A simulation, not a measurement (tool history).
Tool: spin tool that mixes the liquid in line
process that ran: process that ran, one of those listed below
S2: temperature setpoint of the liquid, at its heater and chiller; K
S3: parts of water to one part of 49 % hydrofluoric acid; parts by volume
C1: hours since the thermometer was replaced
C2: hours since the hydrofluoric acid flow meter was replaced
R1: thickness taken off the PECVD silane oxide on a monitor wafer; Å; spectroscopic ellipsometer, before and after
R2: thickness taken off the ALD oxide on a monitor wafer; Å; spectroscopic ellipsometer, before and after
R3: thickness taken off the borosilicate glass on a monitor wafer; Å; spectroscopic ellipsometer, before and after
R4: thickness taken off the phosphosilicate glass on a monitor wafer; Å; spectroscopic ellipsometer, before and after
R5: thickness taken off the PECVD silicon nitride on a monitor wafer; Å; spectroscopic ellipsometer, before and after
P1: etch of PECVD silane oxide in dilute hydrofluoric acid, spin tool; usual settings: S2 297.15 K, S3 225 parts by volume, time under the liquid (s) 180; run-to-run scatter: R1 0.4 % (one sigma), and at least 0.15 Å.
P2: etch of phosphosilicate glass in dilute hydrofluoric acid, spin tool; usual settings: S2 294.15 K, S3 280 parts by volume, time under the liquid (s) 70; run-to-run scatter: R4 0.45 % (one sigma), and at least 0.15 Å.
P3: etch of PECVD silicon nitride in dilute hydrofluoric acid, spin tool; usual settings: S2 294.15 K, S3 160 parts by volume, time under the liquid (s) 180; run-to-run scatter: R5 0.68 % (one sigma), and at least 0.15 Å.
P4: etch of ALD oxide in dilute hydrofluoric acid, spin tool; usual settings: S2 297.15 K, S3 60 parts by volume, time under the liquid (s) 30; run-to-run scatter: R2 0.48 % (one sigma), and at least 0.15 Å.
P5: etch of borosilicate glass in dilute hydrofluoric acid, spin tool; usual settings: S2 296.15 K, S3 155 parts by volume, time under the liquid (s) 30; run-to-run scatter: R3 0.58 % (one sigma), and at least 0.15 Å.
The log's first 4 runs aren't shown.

{"run": 5, "hour": 53.0, "process that ran": "P1", "S2": 297.15, "S3": 225, "time under the liquid (s)": 180, "C1": 918, "C2": 409.5, "R1": 250.17}
{"run": 6, "hour": 59.9, "process that ran": "P4", "S2": 297.15, "S3": 100, "time under the liquid (s)": 30, "C1": 924.9, "C2": 416.4, "R2": 61.046}
{"run": 7, "hour": 69.9, "process that ran": "P1", "S2": 297.15, "S3": 345, "time under the liquid (s)": 180, "C1": 934.9, "C2": 426.4, "R1": 145.26}
{"run": 8, "hour": 78.6, "process that ran": "P1", "S2": 297.15, "S3": 50, "time under the liquid (s)": 180, "C1": 943.6, "C2": 435.1, "R1": 1384.1}
{"run": 9, "hour": 89.9, "process that ran": "P3", "S2": 294.15, "S3": 160, "time under the liquid (s)": 55, "C1": 954.9, "C2": 446.4, "R5": 11.784}
{"run": 10, "hour": 96.9, "process that ran": "P1", "S2": 292.15, "S3": 225, "time under the liquid (s)": 180, "C1": 961.9, "C2": 453.4, "R1": 208.5}
{"run": 11, "hour": 107.1, "process that ran": "P2", "S2": 294.15, "S3": 280, "time under the liquid (s)": 135, "C1": 972.1, "C2": 463.6, "R4": 601.72}
{"run": 12, "hour": 120.0, "process that ran": "P1", "S2": 297.15, "S3": 225, "time under the liquid (s)": 15, "C1": 985, "C2": 476.5, "R1": 20.88}
{"run": 13, "hour": 131.9, "process that ran": "P3", "S2": 294.15, "S3": 85, "time under the liquid (s)": 180, "C1": 996.9, "C2": 488.4, "R5": 72.223}
{"run": 14, "hour": 142.8, "process that ran": "P1", "S2": 297.15, "S3": 225, "time under the liquid (s)": 180, "C1": 1007.8, "C2": 499.3, "R1": 250.52}
{"run": 15, "hour": 153.3, "process that ran": "P5", "S2": 304.65, "S3": 155, "time under the liquid (s)": 30, "C1": 1018.3, "C2": 509.8, "R3": 81.461}
{"run": 16, "hour": 163.7, "process that ran": "P1", "S2": 301.15, "S3": 225, "time under the liquid (s)": 180, "C1": 1028.7, "C2": 520.2, "R1": 287.96}
{"run": 17, "hour": 170.5, "process that ran": "P1", "S2": 297.15, "S3": 225, "time under the liquid (s)": 285, "C1": 1035.5, "C2": 527, "R1": 398.65}
{"run": 18, "hour": 179.6, "process that ran": "P1", "S2": 302.65, "S3": 350, "time under the liquid (s)": 180, "C1": 1044.6, "C2": 536.1, "R1": 169.16}
{"run": 19, "hour": 190.2, "process that ran": "P4", "S2": 297.15, "S3": 60, "time under the liquid (s)": 30, "C1": 1055.2, "C2": 546.7, "R2": 106.76}
{"run": 20, "hour": 197.6, "process that ran": "P2", "S2": 294.15, "S3": 280, "time under the liquid (s)": 70, "C1": 1062.6, "C2": 554.1, "R4": 315.95}
{"run": 21, "hour": 208.3, "process that ran": "P5", "S2": 296.15, "S3": 225, "time under the liquid (s)": 30, "C1": 1073.3, "C2": 564.8, "R3": 37.826}
{"run": 22, "hour": 215.1, "process that ran": "P5", "S2": 296.15, "S3": 155, "time under the liquid (s)": 15, "C1": 1080.1, "C2": 571.6, "R3": 29.69}
{"run": 23, "hour": 225.3, "process that ran": "P4", "S2": 304.65, "S3": 60, "time under the liquid (s)": 30, "C1": 1090.3, "C2": 581.8, "R2": 145.09}
{"run": 24, "hour": 234.2, "process that ran": "P4", "S2": 297.15, "S3": 60, "time under the liquid (s)": 15, "C1": 1099.2, "C2": 590.7, "R2": 53.771}
{"run": 25, "hour": 242.3, "process that ran": "P2", "S2": 294.15, "S3": 440, "time under the liquid (s)": 70, "C1": 1107.3, "C2": 598.8, "R4": 173.58}
{"run": 26, "hour": 254.1, "process that ran": "P3", "S2": 301.15, "S3": 160, "time under the liquid (s)": 180, "C1": 1119.1, "C2": 610.6, "R5": 60.258}

Run 27 comes next. What will it give?
{"run": 27, "hour": 266.1, "process that ran": "P3", "S2": 294.15, "S3": 160, "time under the liquid (s)": 180, "C1": 1131.1, "C2": 622.6, "R5": "?"}

{"run 27": {"R5": 38.461}}

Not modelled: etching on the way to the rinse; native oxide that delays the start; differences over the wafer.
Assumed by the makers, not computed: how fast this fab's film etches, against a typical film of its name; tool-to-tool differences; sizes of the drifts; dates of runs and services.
